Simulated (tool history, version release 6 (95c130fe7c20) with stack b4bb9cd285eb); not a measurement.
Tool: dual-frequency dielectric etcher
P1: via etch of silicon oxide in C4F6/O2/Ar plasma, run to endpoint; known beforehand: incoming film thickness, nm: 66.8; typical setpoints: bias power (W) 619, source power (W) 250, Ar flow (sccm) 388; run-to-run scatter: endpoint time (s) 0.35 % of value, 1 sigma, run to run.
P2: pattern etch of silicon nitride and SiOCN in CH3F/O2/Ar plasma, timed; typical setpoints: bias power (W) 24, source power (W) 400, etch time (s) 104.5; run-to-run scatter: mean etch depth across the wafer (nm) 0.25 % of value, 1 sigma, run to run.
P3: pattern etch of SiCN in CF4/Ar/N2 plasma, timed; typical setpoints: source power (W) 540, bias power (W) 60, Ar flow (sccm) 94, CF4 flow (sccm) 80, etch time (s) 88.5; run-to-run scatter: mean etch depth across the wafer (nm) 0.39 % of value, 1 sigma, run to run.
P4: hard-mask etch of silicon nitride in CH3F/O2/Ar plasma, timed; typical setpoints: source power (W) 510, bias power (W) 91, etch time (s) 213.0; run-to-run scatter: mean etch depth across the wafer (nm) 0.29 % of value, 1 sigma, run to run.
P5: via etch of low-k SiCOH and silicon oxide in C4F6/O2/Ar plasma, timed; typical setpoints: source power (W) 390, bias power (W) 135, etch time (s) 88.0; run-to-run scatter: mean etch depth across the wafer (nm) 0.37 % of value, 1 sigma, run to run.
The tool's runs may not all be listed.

run	day	process that ran	bias power (W)	source power (W)	Ar flow (sccm)	etch time (s)	CF4 flow (sccm)	endpoint time (s)	mean etch depth across the wafer (nm)
1	0.500	P1	619	250	388			16.654	
2	0.883	P2	16	400		104.5			11.568
3	1.338	P1	619	150	388			20.144	
4	1.846	P3	60	770	94	88.5	80		117.110
5	2.200	P3	60	540	94	88.5	101		88.133
6	2.571	P3	60	540	94	51.5	80		49.813
7	2.842	P1	619	250	388			16.776	
8	3.117	P1	619	250	388			16.650	
9	3.604	P4	91	510		213.0			172.440
# day 3.679: Ar flow controller replaced
10	4.004	P1	619	250	312			16.402	
11	4.233	P5	135	390		52.0			131.960
12	4.475	P1	619	330	388			15.113	
13	4.925	P1	767	250	388			15.423	
14	5.375	P4	115	510		213.0			187.480
15	5.758	P1	619	250	388			16.740	
16	6.233	P2	24	400		104.5			13.806
17	6.738	P5	176	390		88.0			242.050
18	7.046	P5	135	240		88.0			183.890
19	7.512	P3	60	540	94	88.5	80		85.594
20	7.871	P1	487	250	388			18.354	
21	8.175	P2	24	530		104.5			15.255
22	8.596	P3	72	540	94	88.5	80		90.841
23	8.879	P4	91	510		276.0			222.700
24	9.233	P3	60	540	123	88.5	80		81.631
25	9.504	P4	91	670		213.0			191.310
26	9.958	P1	619	250	486			17.276	
27	10.483	P3	60	540	94	88.5	80		86.043
28	10.808	P5	135	390		88.0			221.440
29	11.321	P1	816	250	322			14.631	
30	11.675	P2	24	400		80.5			10.659
31	12.033	P1	619	250	388			16.771	
32	12.350	P1	619	250	388			16.836	
33	12.583	P1	619	250	388			16.827	
34	12.983	P1	619	250	388			16.856	
35	13.350	P1	619	250	388			16.965	
36	13.767	P1	619	250	388			16.953	
37	14.204	P1	619	250	388			16.993	
# day 14.450: wet clean of the chamber
38	14.467	P1	619	250	388			16.979	
39	14.929	P1	619	250	388			17.029	
40	15.350	P1	619	250	388			17.014	

What P1 gives has crept off from where it sat before. The 2 causes that follow fit the log equally well, each at the size noted:
A: source power that arrives under what is set, % = 4.75
B: bias power that arrives under what is set, % = 4.41
The process output started creeping at around day 12.033.
Ruled out, with reasons:
chamber walls in a state that lowers the etch rate, %: serviced at day 14.450, which brought nothing back
Ar flow that arrives over what is set, %: limited to 8, which would change endpoint time (s) by +0.9 %, either short of the creep or opposite in sign

Below are 4 check runs, each on a single wafer, with their results shown as question marks. Which of them would tell the listed causes apart, meaning the causes would give clearly different results under it?
check 1	15.771	P4	91	510		213.0			?
check 2	15.771	P2	24	400		104.5			?
check 3	15.771	P3	60	540	94	88.5	80		?
check 4	15.771	P5	135	390		88.0			?

Expected result of each check under each candidate cause:
check	result	if A	if B
check 1	mean etch depth across the wafer (nm)	169.680	170.080
check 2	mean etch depth across the wafer (nm)	13.595	13.547
check 3	mean etch depth across the wafer (nm)	81.907	84.310
check 4	mean etch depth across the wafer (nm)	219.090	220.410
Per-check spread between the two closest causes, in the result where they differ most: check 1 0.24 %; check 2 0.36 %; check 3 2.89 %; check 4 0.6 %
Only in check 3 would the causes give clearly different results; in the remaining checks their results would be nearly the same.

The results of check 3 are: mean etch depth across the wafer (nm) 83.939. Based on these, which of the listed causes is it?

The correct cause is B, namely: bias power that arrives under what is set, %.
